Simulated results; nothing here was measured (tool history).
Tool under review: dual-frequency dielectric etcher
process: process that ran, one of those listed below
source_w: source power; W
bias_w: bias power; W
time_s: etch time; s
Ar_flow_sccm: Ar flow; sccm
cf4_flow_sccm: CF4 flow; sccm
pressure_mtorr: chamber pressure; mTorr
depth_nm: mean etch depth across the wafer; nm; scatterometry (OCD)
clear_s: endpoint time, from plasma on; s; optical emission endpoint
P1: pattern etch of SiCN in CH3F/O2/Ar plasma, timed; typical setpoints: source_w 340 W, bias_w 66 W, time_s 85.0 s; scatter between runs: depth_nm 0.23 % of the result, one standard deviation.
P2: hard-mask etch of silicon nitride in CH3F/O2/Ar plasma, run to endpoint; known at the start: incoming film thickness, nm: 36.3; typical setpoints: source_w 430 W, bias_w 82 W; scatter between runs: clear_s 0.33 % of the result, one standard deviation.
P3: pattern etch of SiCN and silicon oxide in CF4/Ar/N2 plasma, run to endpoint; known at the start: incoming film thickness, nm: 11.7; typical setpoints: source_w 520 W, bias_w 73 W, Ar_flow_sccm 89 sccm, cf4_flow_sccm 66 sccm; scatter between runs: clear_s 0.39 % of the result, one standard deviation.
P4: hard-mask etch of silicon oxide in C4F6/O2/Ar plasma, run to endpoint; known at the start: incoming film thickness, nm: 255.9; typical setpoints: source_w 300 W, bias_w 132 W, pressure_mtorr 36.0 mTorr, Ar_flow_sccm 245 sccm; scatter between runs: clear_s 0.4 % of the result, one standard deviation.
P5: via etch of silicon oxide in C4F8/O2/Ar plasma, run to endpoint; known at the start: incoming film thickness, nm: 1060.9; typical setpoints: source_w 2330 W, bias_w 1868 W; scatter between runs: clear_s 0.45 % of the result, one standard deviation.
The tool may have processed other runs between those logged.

| run | hour | process | source_w | bias_w | time_s | Ar_flow_sccm | cf4_flow_sccm | pressure_mtorr | depth_nm | clear_s |
|---|---|---|---|---|---|---|---|---|---|---|
| 1 | 9.1 | P1 | 340 | 66 | 85.0 |  |  |  | 29.580 |  |
| 2 | 15.3 | P1 | 340 | 66 | 47.0 |  |  |  | 16.405 |  |
| 3 | 25.2 | P1 | 400 | 66 | 85.0 |  |  |  | 31.567 |  |
| 4 | 34.5 | P1 | 340 | 66 | 108.0 |  |  |  | 37.783 |  |
| 5 | 39.2 | P3 | 520 | 98 |  | 89 | 66 |  |  | 10.8690 |
| 6 | 43.5 | P1 | 420 | 89 | 85.0 |  |  |  | 35.772 |  |
| 7 | 51.6 | P3 | 520 | 73 |  | 89 | 66 |  |  | 12.0220 |
|  | 51.7 | source power generator calibrated |
| 8 | 60.0 | P4 | 170 | 132 |  | 245 |  | 36.0 |  | 121.7000 |
| 9 | 69.9 | P4 | 300 | 132 |  | 245 |  | 36.0 |  | 97.0160 |
| 10 | 79.1 | P1 | 210 | 66 | 85.0 |  |  |  | 24.796 |  |
| 11 | 85.8 | P4 | 300 | 132 |  | 245 |  | 36.0 |  | 96.9370 |
| 12 | 91.5 | P4 | 300 | 132 |  | 245 |  | 46.5 |  | 99.6910 |
| 13 | 99.5 | P3 | 520 | 73 |  | 89 | 81 |  |  | 11.6800 |
| 14 | 105.8 | P1 | 240 | 66 | 68.5 |  |  |  | 21.054 |  |
| 15 | 112.6 | P1 | 340 | 66 | 85.0 |  |  |  | 29.670 |  |
| 16 | 119.2 | P1 | 450 | 66 | 65.5 |  |  |  | 25.481 |  |
| 17 | 125.3 | P2 | 560 | 82 |  |  |  |  |  | 44.1890 |
| 18 | 134.7 | P5 | 2330 | 1868 |  |  |  |  |  | 199.9600 |
| 19 | 139.3 | P1 | 340 | 51 | 85.0 |  |  |  | 27.220 |  |
| 20 | 145.0 | P5 | 2330 | 2350 |  |  |  |  |  | 187.0000 |
| 21 | 152.9 | P1 | 340 | 90 | 85.0 |  |  |  | 33.325 |  |
| 22 | 161.3 | P5 | 2780 | 1868 |  |  |  |  |  | 184.8500 |
| 23 | 167.0 | P4 | 300 | 132 |  | 149 |  | 36.0 |  | 90.9770 |
| 24 | 176.9 | P2 | 430 | 82 |  |  |  |  |  | 48.9230 |
| 25 | 181.7 | P1 | 340 | 66 | 85.0 |  |  |  | 29.809 |  |
| 26 | 187.1 | P1 | 340 | 66 | 85.0 |  |  |  | 29.706 |  |
| 27 | 193.0 | P2 | 430 | 82 |  |  |  |  |  | 48.6450 |
| 28 | 199.0 | P4 | 300 | 165 |  | 245 |  | 36.0 |  | 90.4150 |
| 29 | 208.8 | P1 | 340 | 66 | 85.0 |  |  |  | 29.690 |  |
| 30 | 213.6 | P2 | 430 | 114 |  |  |  |  |  | 43.2990 |
| 31 | 220.6 | P3 | 520 | 73 |  | 70 | 66 |  |  | 11.5910 |
| 32 | 229.9 | P3 | 710 | 73 |  | 89 | 66 |  |  | 9.1156 |
| 33 | 235.8 | P1 | 340 | 66 | 85.0 |  |  |  | 29.816 |  |
| 34 | 244.2 | P1 | 340 | 66 | 85.0 |  |  |  | 29.460 |  |
| 35 | 249.9 | P1 | 340 | 66 | 85.0 |  |  |  | 29.340 |  |
| 36 | 256.5 | P1 | 340 | 66 | 85.0 |  |  |  | 29.317 |  |
| 37 | 266.1 | P1 | 340 | 66 | 85.0 |  |  |  | 29.311 |  |
| 38 | 270.8 | P1 | 340 | 66 | 85.0 |  |  |  | 29.282 |  |
|  | 272.3 | wet clean of the chamber |
| 39 | 276.4 | P1 | 340 | 66 | 85.0 |  |  |  | 29.233 |  |
| 40 | 282.5 | P1 | 340 | 66 | 85.0 |  |  |  | 29.208 |  |
| 41 | 288.1 | P1 | 340 | 66 | 85.0 |  |  |  | 29.270 |  |

P1 no longer gives what it gave before; its output has crept away from where it was. The following 2 causes, each at its listed size, fit the log equally well:
A: bias power that arrives under what is set, % = 4.34
B: source power that arrives under what is set, % = 4.04
Onset of the creep was near hour 235.8.
What rules out each remaining cause:
chamber walls in a state that lowers the etch rate, %: serviced at hour 272.3, which brought nothing back

The list below offers 4 check runs, each averaging the results of 2 wafers, and shows each result as a question mark. For which of them would the listed causes give clearly different results?
| check 1 | 293.7 | P2 | 430 | 82 |  |  |  |  |  | ? |
| check 2 | 293.7 | P3 | 520 | 73 |  | 89 | 66 |  |  | ? |
| check 3 | 293.7 | P5 | 2330 | 1868 |  |  |  |  |  | ? |
| check 4 | 293.7 | P4 | 300 | 132 |  | 245 |  | 36.0 |  | ? |

If the cause were each of the candidates in turn, the checks would give the following:
| check | result | if A | if B |
|---|---|---|---|
| check 1 | clear_s | 49.5470 | 49.5490 |
| check 2 | clear_s | 12.1710 | 12.4390 |
| check 3 | clear_s | 201.9300 | 202.8000 |
| check 4 | clear_s | 98.0260 | 98.3180 |
Per check, the gap between the least separated pair of causes, taken in the result that splits them most: check 1 0 %; check 2 2.18 %; check 3 0.43 %; check 4 0.3 %
Check 2 distinguishes between the causes, while the remaining checks would return nearly the same result for all of them.

Then check 2 was run and gave: clear_s 12.1310 s. Which cause is it?

It is A: bias power that arrives under what is set, %.
